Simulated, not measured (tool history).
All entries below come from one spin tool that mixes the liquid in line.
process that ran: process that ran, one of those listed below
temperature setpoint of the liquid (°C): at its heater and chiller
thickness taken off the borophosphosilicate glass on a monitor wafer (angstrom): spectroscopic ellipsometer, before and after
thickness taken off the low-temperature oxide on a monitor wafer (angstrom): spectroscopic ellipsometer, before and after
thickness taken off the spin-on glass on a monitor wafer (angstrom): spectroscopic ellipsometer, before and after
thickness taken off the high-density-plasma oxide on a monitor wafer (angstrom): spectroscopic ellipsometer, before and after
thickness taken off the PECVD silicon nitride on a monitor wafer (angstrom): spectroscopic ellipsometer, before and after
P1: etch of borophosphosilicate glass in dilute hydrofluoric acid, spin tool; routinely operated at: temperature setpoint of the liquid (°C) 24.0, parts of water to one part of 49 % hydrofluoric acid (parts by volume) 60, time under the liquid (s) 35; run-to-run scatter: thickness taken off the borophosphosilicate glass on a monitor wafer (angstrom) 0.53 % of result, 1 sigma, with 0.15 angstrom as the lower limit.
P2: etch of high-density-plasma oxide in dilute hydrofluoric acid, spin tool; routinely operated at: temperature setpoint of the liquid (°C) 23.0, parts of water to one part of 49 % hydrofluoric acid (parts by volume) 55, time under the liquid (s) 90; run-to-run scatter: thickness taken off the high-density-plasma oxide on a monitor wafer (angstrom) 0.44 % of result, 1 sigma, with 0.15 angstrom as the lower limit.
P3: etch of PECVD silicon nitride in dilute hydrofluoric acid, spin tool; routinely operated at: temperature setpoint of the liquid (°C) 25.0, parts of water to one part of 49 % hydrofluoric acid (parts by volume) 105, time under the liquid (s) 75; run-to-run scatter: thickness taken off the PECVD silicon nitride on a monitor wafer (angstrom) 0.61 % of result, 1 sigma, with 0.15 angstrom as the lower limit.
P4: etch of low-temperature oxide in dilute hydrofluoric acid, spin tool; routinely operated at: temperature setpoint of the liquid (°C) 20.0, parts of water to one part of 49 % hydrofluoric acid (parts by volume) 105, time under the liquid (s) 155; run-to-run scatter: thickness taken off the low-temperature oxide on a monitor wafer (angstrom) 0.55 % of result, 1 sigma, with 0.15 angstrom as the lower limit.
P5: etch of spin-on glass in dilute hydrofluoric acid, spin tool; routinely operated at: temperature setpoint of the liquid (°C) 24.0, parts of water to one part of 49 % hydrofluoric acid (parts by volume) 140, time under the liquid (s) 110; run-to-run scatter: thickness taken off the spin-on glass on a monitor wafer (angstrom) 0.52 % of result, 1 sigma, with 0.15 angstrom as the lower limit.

run   hour  process that ran  temperature setpoint of the liquid (°C)  parts of water to one part of 49 % hydrofluoric acid (parts by volume)  time under the liquid (s)  hours since the thermometer was replaced  hours since the hydrofluoric acid flow meter was replaced  thickness taken off the borophosphosilicate glass on a monitor wafer (angstrom)  thickness taken off the low-temperature oxide on a monitor wafer (angstrom)  thickness taken off the spin-on glass on a monitor wafer (angstrom)  thickness taken off the high-density-plasma oxide on a monitor wafer (angstrom)  thickness taken off the PECVD silicon nitride on a monitor wafer (angstrom)
  1   16.1                P1                                     24.0                                                                      60                         35                                     217.4                                                      507.7                                                                          220.150
  2   25.0                P4                                     20.0                                                                      60                        155                                     226.3                                                      516.6                                                                                                                                                       238.960
  3   39.9                P5                                     24.0                                                                      85                        110                                     241.2                                                      531.5                                                                                                                                                                                                                             391.30
  4   49.7                P1                                     24.0                                                                      20                         35                                     251.0                                                      541.3                                                                          698.910
  5   66.9                P1                                     19.0                                                                      60                         55                                     268.2                                                      558.5                                                                          281.890
  6   82.0                P2                                     23.0                                                                      55                         15                                     283.3                                                      573.6                                                                                                                                                                                                                                                                                                              18.334
  7   91.4                P1                                     29.0                                                                      60                         35                                     292.7                                                      583.0                                                                          268.410
  8  109.0                P1                                     24.0                                                                      60                         35                                     310.3                                                      600.6                                                                          220.560
  9  119.3                P3                                     25.0                                                                     105                         75                                     320.6                                                      610.9                                                                                                                                                                                                                                                                                                                                                                                           42.114
 10  129.4                P5                                     24.0                                                                     140                        110                                     330.7                                                      621.0                                                                                                                                                                                                                             223.78
 11  142.3                P1                                     17.5                                                                      60                         35                                     343.6                                                      633.9                                                                          167.130
 12  160.4                P5                                     24.0                                                                     140                        190                                     361.7                                                      652.0                                                                                                                                                                                                                             387.02
 13  176.5                P5                                     28.0                                                                     140                        110                                     377.8                                                      668.1                                                                                                                                                                                                                             260.01
 14  192.1                P2                                     23.0                                                                      55                         90                                     393.4                                                      683.7                                                                                                                                                                                                                                                                                                             108.650
 15  202.5                P1                                     24.0                                                                      60                         35                                     403.8                                                      694.1                                                                          221.100
 16  212.8                P4                                     17.0                                                                     105                        155                                     414.1                                                      704.4                                                                                                                                                       116.130
 17  230.9                P2                                     19.0                                                                      55                         90                                     432.2                                                      722.5                                                                                                                                                                                                                                                                                                              92.134
 18  248.2                P3                                     25.0                                                                     170                         75                                     449.5                                                      739.8                                                                                                                                                                                                                                                                                                                                                                                           26.500
 19  256.7                P2                                     23.0                                                                      25                         90                                     458.0                                                      748.3                                                                                                                                                                                                                                                                                                             250.130
 20  270.1                P4                                     20.0                                                                     105                        155                                     471.4                                                      761.7                                                                                                                                                       131.720
 21  283.6                P1                                     24.0                                                                     100                         35                                     484.9                                                      775.2                                                                          125.660
 22  295.8                P5                                     24.0                                                                     140                        110                                     497.1                                                      787.4                                                                                                                                                                                                                             224.52
 23  306.2                P3                                     20.5                                                                     105                         75                                     507.5                                                      797.8                                                                                                                                                                                                                                                                                                                                                                                           30.978
 24  314.3                P1                                     24.0                                                                      60                         15                                     515.6                                                      805.9                                                                           94.801
 25  332.7                P4                                     20.0                                                                     105                         45                                     534.0                                                      824.3                                                                                                                                                        38.025
 26  351.1                P1                                     24.0                                                                      60                         60                                     552.4                                                      842.7                                                                          376.710
 27  363.1                P1                                     24.0                                                                      60                         35                                     564.4                                                      854.7                                                                          220.760
 28  381.4                P3                                     25.0                                                                     105                         25                                     582.7                                                      873.0                                                                                                                                                                                                                                                                                                                                                                                           14.360

Run 29 has not been measured yet. What should we expect?
 29  391.9                P1                                     24.0                                                                      60                         35                                     593.2                                                      883.5                                                                                ?

thickness taken off the borophosphosilicate glass on a monitor wafer (angstrom): 220.130
